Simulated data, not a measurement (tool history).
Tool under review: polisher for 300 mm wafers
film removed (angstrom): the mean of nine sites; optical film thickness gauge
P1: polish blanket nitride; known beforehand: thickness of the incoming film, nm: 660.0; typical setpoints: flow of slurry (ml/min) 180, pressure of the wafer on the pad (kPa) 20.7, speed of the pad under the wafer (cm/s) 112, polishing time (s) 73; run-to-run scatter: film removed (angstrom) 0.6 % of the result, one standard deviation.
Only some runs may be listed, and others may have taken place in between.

| run | hour | flow of slurry (ml/min) | pressure of the wafer on the pad (kPa) | speed of the pad under the wafer (cm/s) | polishing time (s) | wafers polished on this pad | hours since the slurry nozzle was cleaned | hours since the head pressure was calibrated | film removed (angstrom) |
|---|---|---|---|---|---|---|---|---|---|
| 1 | 9.3 | 180 | 20.7 | 112 | 73 | 331 | 498.5 | 140.5 | 1082.00 |
| 2 | 20.1 | 180 | 20.7 | 112 | 47 | 484 | 509.3 | 151.3 | 690.99 |
| 3 | 31.6 | 180 | 20.7 | 112 | 73 | 646 | 520.8 | 162.8 | 1077.80 |
| 4 | 42.1 | 240 | 20.7 | 112 | 73 | 793 | 531.3 | 173.3 | 1120.50 |
| 5 | 48.6 | 110 | 20.7 | 54 | 73 | 885 | 537.8 | 179.8 | 547.18 |
| 6 | 56.1 | 180 | 20.7 | 112 | 113 | 991 | 545.3 | 187.3 | 1655.50 |
| 7 | 64.9 | 180 | 20.7 | 112 | 73 | 1115 | 554.1 | 196.1 | 1070.30 |
| 8 | 74.8 | 180 | 27.6 | 112 | 73 | 1254 | 564.0 | 206.0 | 1422.50 |
|  | 76.7 | worn pad replaced by a new one |
| 9 | 84.7 | 180 | 20.7 | 64 | 73 | 113 | 573.9 | 215.9 | 683.38 |
| 10 | 95.3 | 110 | 20.7 | 112 | 73 | 262 | 584.5 | 226.5 | 975.66 |
| 11 | 101.8 | 180 | 20.7 | 112 | 73 | 354 | 591.0 | 233.0 | 1072.60 |
| 12 | 112.3 | 180 | 20.7 | 174 | 73 | 502 | 601.5 | 243.5 | 1520.30 |
| 13 | 119.1 | 180 | 11.7 | 112 | 73 | 597 | 608.3 | 250.3 | 606.84 |
| 14 | 125.0 | 180 | 20.7 | 112 | 73 | 680 | 614.2 | 256.2 | 1062.30 |
| 15 | 133.2 | 180 | 20.7 | 112 | 73 | 796 | 622.4 | 264.4 | 1051.80 |
| 16 | 139.4 | 180 | 20.7 | 112 | 73 | 883 | 628.6 | 270.6 | 1028.10 |
| 17 | 150.7 | 180 | 20.7 | 112 | 73 | 1043 | 639.9 | 281.9 | 1016.80 |
|  | 153.5 | worn pad replaced by a new one |
| 18 | 157.6 | 180 | 20.7 | 112 | 73 | 58 | 646.8 | 288.8 | 1021.10 |
| 19 | 164.6 | 180 | 20.7 | 112 | 73 | 157 | 653.8 | 295.8 | 1012.80 |
| 20 | 173.7 | 180 | 20.7 | 112 | 73 | 285 | 662.9 | 304.9 | 1016.80 |

The log shows P1 creeping away from where it was. Any of the 2 causes listed here, at the size stated for it, fits the log just as well as the others:
A: slurry flow missing at the pad, % = 26.7
B: head's pressure below its setpoint, % = 5.16
The onset of the drift is placed at about hour 125.0.
Why every other cause is out:
removal rate lost through wear of the pad, %: serviced at hour 153.5, after the change had begun; the process did not return to its earlier output

The list below offers 4 check runs, each averaging the results of 3 wafers, and shows each result as a question mark. For which of them would the listed causes give clearly different results?
| check 1 | 182.8 | 180 | 20.7 | 112 | 48 |  |  |  | ? |
| check 2 | 182.8 | 110 | 20.7 | 112 | 93 |  |  |  | ? |
| check 3 | 182.8 | 180 | 20.7 | 66 | 73 |  |  |  | ? |
| check 4 | 182.8 | 180 | 20.7 | 146 | 49 |  |  |  | ? |

If the cause were each of the candidates in turn, the checks would give the following:
| check | result | if A | if B |
|---|---|---|---|
| check 1 | film removed (angstrom) | 668.34 | 668.35 |
| check 2 | film removed (angstrom) | 1147.00 | 1181.40 |
| check 3 | film removed (angstrom) | 665.80 | 665.81 |
| check 4 | film removed (angstrom) | 843.45 | 843.47 |
Gap, in per cent, between the two causes that each check separates least, read from the result that separates them most: check 1 0 %; check 2 2.96 %; check 3 0 %; check 4 0 %
Check 2 distinguishes between the causes, while the remaining checks would return nearly the same result for all of them.

Check 2 was then run and gave: film removed (angstrom) 1143.10. Which cause is it?

The cause is A: slurry flow missing at the pad, %.
